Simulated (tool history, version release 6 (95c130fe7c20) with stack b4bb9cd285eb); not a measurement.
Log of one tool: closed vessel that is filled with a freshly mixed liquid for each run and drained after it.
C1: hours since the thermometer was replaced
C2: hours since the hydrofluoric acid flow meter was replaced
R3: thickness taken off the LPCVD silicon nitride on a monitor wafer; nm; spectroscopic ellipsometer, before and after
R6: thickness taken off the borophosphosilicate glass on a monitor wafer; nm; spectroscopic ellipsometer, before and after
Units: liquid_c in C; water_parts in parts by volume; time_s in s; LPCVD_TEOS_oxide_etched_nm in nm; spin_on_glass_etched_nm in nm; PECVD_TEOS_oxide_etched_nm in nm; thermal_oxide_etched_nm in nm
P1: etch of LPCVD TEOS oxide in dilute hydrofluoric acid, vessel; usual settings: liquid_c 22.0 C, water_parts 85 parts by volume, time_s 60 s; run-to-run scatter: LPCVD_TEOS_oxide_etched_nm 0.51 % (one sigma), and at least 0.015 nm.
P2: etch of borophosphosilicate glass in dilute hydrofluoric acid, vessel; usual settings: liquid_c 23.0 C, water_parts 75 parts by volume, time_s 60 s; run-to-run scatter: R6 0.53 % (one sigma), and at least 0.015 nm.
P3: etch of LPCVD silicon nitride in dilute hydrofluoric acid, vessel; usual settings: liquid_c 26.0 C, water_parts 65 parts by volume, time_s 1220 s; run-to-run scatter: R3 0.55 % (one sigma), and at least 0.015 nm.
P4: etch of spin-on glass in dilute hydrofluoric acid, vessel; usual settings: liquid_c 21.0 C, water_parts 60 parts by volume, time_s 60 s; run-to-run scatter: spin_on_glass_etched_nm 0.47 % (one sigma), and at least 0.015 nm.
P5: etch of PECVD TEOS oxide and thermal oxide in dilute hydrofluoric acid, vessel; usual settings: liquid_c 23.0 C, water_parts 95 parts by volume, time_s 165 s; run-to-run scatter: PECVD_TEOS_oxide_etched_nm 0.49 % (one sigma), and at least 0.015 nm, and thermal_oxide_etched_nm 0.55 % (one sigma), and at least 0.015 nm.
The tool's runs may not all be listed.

{"run": 1, "day": 0.138, "process": "P1", "liquid_c": 22.0, "water_parts": 85, "time_s": 60, "C1": 279.6, "C2": 1112.7, "LPCVD_TEOS_oxide_etched_nm": 30.851}
{"run": 2, "day": 0.388, "process": "P1", "liquid_c": 30.5, "water_parts": 85, "time_s": 60, "C1": 285.6, "C2": 1118.7, "LPCVD_TEOS_oxide_etched_nm": 43.096}
{"run": 3, "day": 0.608, "process": "P1", "liquid_c": 22.0, "water_parts": 85, "time_s": 60, "C1": 290.9, "C2": 1124.0, "LPCVD_TEOS_oxide_etched_nm": 30.657}
{"run": 4, "day": 0.754, "process": "P1", "liquid_c": 22.0, "water_parts": 55, "time_s": 60, "C1": 294.4, "C2": 1127.5, "LPCVD_TEOS_oxide_etched_nm": 48.886}
{"run": 5, "day": 0.967, "process": "P1", "liquid_c": 22.0, "water_parts": 85, "time_s": 60, "C1": 299.5, "C2": 1132.6, "LPCVD_TEOS_oxide_etched_nm": 30.559}
{"run": 6, "day": 1.204, "process": "P4", "liquid_c": 29.0, "water_parts": 60, "time_s": 60, "C1": 305.2, "C2": 1138.3, "spin_on_glass_etched_nm": 32.416}
{"run": 7, "day": 1.479, "process": "P3", "liquid_c": 26.0, "water_parts": 65, "time_s": 2260, "C1": 311.8, "C2": 1144.9, "R3": 18.486}
{"run": 8, "day": 1.775, "process": "P1", "liquid_c": 22.0, "water_parts": 85, "time_s": 60, "C1": 318.9, "C2": 1152.0, "LPCVD_TEOS_oxide_etched_nm": 30.609}
{"run": 9, "day": 1.962, "process": "P1", "liquid_c": 22.0, "water_parts": 130, "time_s": 30, "C1": 323.4, "C2": 1156.5, "LPCVD_TEOS_oxide_etched_nm": 9.5891}
{"run": 10, "day": 2.233, "process": "P5", "liquid_c": 23.0, "water_parts": 165, "time_s": 165, "C1": 329.9, "C2": 1163.0, "PECVD_TEOS_oxide_etched_nm": 22.304, "thermal_oxide_etched_nm": 4.3512}
{"run": 11, "day": 2.492, "process": "P5", "liquid_c": 23.0, "water_parts": 95, "time_s": 165, "C1": 336.1, "C2": 1169.2, "PECVD_TEOS_oxide_etched_nm": 42.045, "thermal_oxide_etched_nm": 8.2611}
{"run": 12, "day": 2.767, "process": "P5", "liquid_c": 23.0, "water_parts": 95, "time_s": 30, "C1": 342.7, "C2": 1175.8, "PECVD_TEOS_oxide_etched_nm": 7.6437, "thermal_oxide_etched_nm": 1.5198}
{"run": 13, "day": 2.975, "process": "P2", "liquid_c": 23.0, "water_parts": 75, "time_s": 60, "C1": 347.7, "C2": 1180.8, "R6": 46.691}
{"run": 14, "day": 3.179, "process": "P1", "liquid_c": 22.0, "water_parts": 85, "time_s": 30, "C1": 352.6, "C2": 1185.7, "LPCVD_TEOS_oxide_etched_nm": 15.301}
{"run": 15, "day": 3.338, "process": "P1", "liquid_c": 22.0, "water_parts": 115, "time_s": 60, "C1": 356.4, "C2": 1189.5, "LPCVD_TEOS_oxide_etched_nm": 21.722}
{"run": 16, "day": 3.612, "process": "P2", "liquid_c": 23.0, "water_parts": 20, "time_s": 60, "C1": 363.0, "C2": 1196.1, "R6": 190.14}
{"run": 17, "day": 3.896, "process": "P3", "liquid_c": 26.0, "water_parts": 105, "time_s": 1220, "C1": 369.8, "C2": 1202.9, "R3": 6.224}
{"run": 18, "day": 4.162, "process": "P1", "liquid_c": 17.0, "water_parts": 85, "time_s": 60, "C1": 376.2, "C2": 1209.3, "LPCVD_TEOS_oxide_etched_nm": 24.783}
{"run": 19, "day": 4.446, "process": "P4", "liquid_c": 21.0, "water_parts": 60, "time_s": 60, "C1": 383.0, "C2": 1216.1, "spin_on_glass_etched_nm": 23.029}
{"run": 20, "day": 4.633, "process": "P3", "liquid_c": 26.0, "water_parts": 65, "time_s": 1220, "C1": 387.5, "C2": 1220.6, "R3": 9.9026}
{"run": 21, "day": 4.921, "process": "P1", "liquid_c": 22.0, "water_parts": 85, "time_s": 60, "C1": 394.4, "C2": 1227.5, "LPCVD_TEOS_oxide_etched_nm": 30.513}
{"run": 22, "day": 5.179, "process": "P4", "liquid_c": 21.0, "water_parts": 60, "time_s": 30, "C1": 400.6, "C2": 1233.7, "spin_on_glass_etched_nm": 11.619}
{"run": 23, "day": 5.425, "process": "P1", "liquid_c": 22.0, "water_parts": 85, "time_s": 95, "C1": 406.5, "C2": 1239.6, "LPCVD_TEOS_oxide_etched_nm": 48.282}
{"run": 24, "day": 5.692, "process": "P4", "liquid_c": 21.0, "water_parts": 20, "time_s": 60, "C1": 412.9, "C2": 1246.0, "spin_on_glass_etched_nm": 72.827}
{"run": 25, "day": 5.833, "process": "P3", "liquid_c": 32.0, "water_parts": 65, "time_s": 1220, "C1": 416.3, "C2": 1249.4, "R3": 14.781}
{"run": 26, "day": 5.996, "process": "P2", "liquid_c": 27.5, "water_parts": 75, "time_s": 60, "C1": 420.2, "C2": 1253.3, "R6": 56.059}
{"run": 27, "day": 6.167, "process": "P5", "liquid_c": 23.0, "water_parts": 95, "time_s": 165, "C1": 424.3, "C2": 1257.4, "PECVD_TEOS_oxide_etched_nm": 42.028, "thermal_oxide_etched_nm": 8.185}
{"run": 28, "day": 6.333, "process": "P3", "liquid_c": 26.0, "water_parts": 65, "time_s": 1220, "C1": 428.3, "C2": 1261.4, "R3": 9.9617}
{"run": 29, "day": 6.608, "process": "P4", "liquid_c": 21.0, "water_parts": 60, "time_s": 60, "C1": 434.9, "C2": 1268.0, "spin_on_glass_etched_nm": 23.107}
{"run": 30, "day": 6.888, "process": "P2", "liquid_c": 23.0, "water_parts": 75, "time_s": 30, "C1": 441.6, "C2": 1274.7, "R6": 23.604}
{"run": 31, "day": 7.158, "process": "P5", "liquid_c": 29.5, "water_parts": 95, "time_s": 165, "C1": 448.1, "C2": 1281.2, "PECVD_TEOS_oxide_etched_nm": 53.673, "thermal_oxide_etched_nm": 10.511}
{"run": 32, "day": 7.304, "process": "P1", "liquid_c": 22.0, "water_parts": 85, "time_s": 60, "C1": 451.6, "C2": 1284.7, "LPCVD_TEOS_oxide_etched_nm": 30.692}
{"run": 33, "day": 7.592, "process": "P1", "liquid_c": 22.0, "water_parts": 85, "time_s": 60, "C1": 458.5, "C2": 1291.6, "LPCVD_TEOS_oxide_etched_nm": 30.591}
{"run": 34, "day": 7.783, "process": "P1", "liquid_c": 22.0, "water_parts": 85, "time_s": 60, "C1": 463.1, "C2": 1296.2, "LPCVD_TEOS_oxide_etched_nm": 31.759}
{"run": 35, "day": 8.008, "process": "P1", "liquid_c": 22.0, "water_parts": 85, "time_s": 60, "C1": 468.5, "C2": 1301.6, "LPCVD_TEOS_oxide_etched_nm": 32.52}
{"run": 36, "day": 8.179, "process": "P1", "liquid_c": 22.0, "water_parts": 85, "time_s": 60, "C1": 472.6, "C2": 1305.7, "LPCVD_TEOS_oxide_etched_nm": 32.708}
{"run": 37, "day": 8.408, "process": "P1", "liquid_c": 22.0, "water_parts": 85, "time_s": 60, "C1": 478.1, "C2": 1311.2, "LPCVD_TEOS_oxide_etched_nm": 33.238}
{"run": 38, "day": 8.554, "process": "P1", "liquid_c": 22.0, "water_parts": 85, "time_s": 60, "C1": 481.6, "C2": 1314.7, "LPCVD_TEOS_oxide_etched_nm": 33.621}
{"run": 39, "day": 8.783, "process": "P1", "liquid_c": 22.0, "water_parts": 85, "time_s": 60, "C1": 487.1, "C2": 1320.2, "LPCVD_TEOS_oxide_etched_nm": 33.544}
{"run": 40, "day": 9.062, "process": "P1", "liquid_c": 22.0, "water_parts": 85, "time_s": 60, "C1": 493.8, "C2": 1326.9, "LPCVD_TEOS_oxide_etched_nm": 33.477}
{"run": 41, "day": 9.271, "process": "P1", "liquid_c": 22.0, "water_parts": 85, "time_s": 60, "C1": 498.8, "C2": 1331.9, "LPCVD_TEOS_oxide_etched_nm": 33.716}

Forecast run 42:
{"run": 42, "day": 9.533, "process": "P1", "liquid_c": 22.0, "water_parts": 85, "time_s": 60, "C1": 505.1, "C2": 1338.2, "LPCVD_TEOS_oxide_etched_nm": "?"}

Run 42 gave LPCVD_TEOS_oxide_etched_nm 33.8270 nm.

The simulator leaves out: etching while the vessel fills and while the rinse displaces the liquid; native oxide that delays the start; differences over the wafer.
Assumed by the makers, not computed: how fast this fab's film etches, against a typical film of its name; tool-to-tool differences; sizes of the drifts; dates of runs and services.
